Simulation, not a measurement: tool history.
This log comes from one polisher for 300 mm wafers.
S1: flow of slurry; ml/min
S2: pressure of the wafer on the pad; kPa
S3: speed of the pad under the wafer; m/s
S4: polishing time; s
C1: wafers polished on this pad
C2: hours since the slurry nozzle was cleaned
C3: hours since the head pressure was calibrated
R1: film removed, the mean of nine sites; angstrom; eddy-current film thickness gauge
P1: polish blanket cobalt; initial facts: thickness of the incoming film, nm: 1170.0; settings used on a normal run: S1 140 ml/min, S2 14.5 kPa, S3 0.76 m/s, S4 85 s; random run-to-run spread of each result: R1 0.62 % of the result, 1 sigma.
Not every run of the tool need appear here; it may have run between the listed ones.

run	hour	S1	S2	S3	S4	C1	C2	C3	R1
1	5.2	140	14.5	0.76	85	136	246.4	303.1	3635.8
2	10.8	140	14.5	0.76	85	173	252.0	308.7	3590.7
3	18.0	140	14.5	0.46	110	220	259.2	315.9	2833.2
4	27.5	140	14.5	0.76	44	283	268.7	325.4	1861.0
5	32.7	140	14.5	0.76	85	318	273.9	330.6	3647.8
6	40.1	100	14.5	0.76	85	367	281.3	338.0	3397.7
7	49.5	140	8.3	0.76	85	429	290.7	347.4	2067.6
8	57.4	140	22.1	0.76	85	482	298.6	355.3	5529.0
9	66.3	140	14.5	1.02	85	541	307.5	364.2	4836.0
10	74.3	140	14.5	0.42	85	594	315.5	372.2	1992.4
11	82.3	140	14.5	0.76	108	647	323.5	380.2	4619.7
12	92.5	140	14.5	0.76	85	714	333.7	390.4	3600.0
13	101.5	225	14.5	0.76	85	774	342.7	399.4	3948.2
14	109.9	140	14.5	0.76	85	830	351.1	407.8	3593.6
15	117.4	140	14.5	0.76	85	879	358.6	415.3	3582.7
16	123.1	140	14.5	0.76	85	917	364.3	421.0	3509.2
17	130.3	140	14.5	0.76	85	965	371.5	428.2	3449.4
18	137.4	140	14.5	0.76	85	1012	378.6	435.3	3440.7
19	143.0	140	14.5	0.76	85	1049	384.2	440.9	3349.3
# hour 149.4: head pressure recalibrated
20	150.9	140	14.5	0.76	85	1101	392.1	1.5	3350.1
21	158.0	140	14.5	0.76	85	1148	399.2	8.6	3383.3
22	166.3	140	14.5	0.76	85	1203	407.5	16.9	3342.0

P1 has crept away from where it was. The log is fitted equally well by each of these 2 causes, at the sizes shown:
A: removal rate lost through wear of the pad, % = 7.83
B: slurry flow missing at the pad, % = 31.1
Onset of the creep was near hour 117.4.
Other possible causes, and why each is ruled out:
head's pressure below its setpoint, %: was serviced at hour 149.4, once the creep was under way, yet the earlier output never came back

Of the 4 check runs below, each run on 5 wafers with the results averaged and each result still a question mark, which one would tell the listed causes apart?
check 1	174.6	140	17.2	0.60	85				?
check 2	174.6	200	14.5	0.76	85				?
check 3	174.6	140	14.5	0.94	85				?
check 4	174.6	140	21.4	0.42	85				?

Predicted outcomes, by check and by cause:
check	result	if A	if B
check 1	R1	3136.4	3136.8
check 2	R1	3528.8	3610.0
check 3	R1	4127.5	4128.1
check 4	R1	2722.4	2722.8
How far apart the two closest causes lie, in the result that separates them most: check 1 0.01 %; check 2 2.28 %; check 3 0.01 %; check 4 0.01 %
Check 2 is the one run that separates the causes; every other check would come out nearly the same whichever cause is at work.

The results of check 2 are: R1 3615.7 angstrom. Based on these, which of the listed causes is it?

It is B: slurry flow missing at the pad, %.

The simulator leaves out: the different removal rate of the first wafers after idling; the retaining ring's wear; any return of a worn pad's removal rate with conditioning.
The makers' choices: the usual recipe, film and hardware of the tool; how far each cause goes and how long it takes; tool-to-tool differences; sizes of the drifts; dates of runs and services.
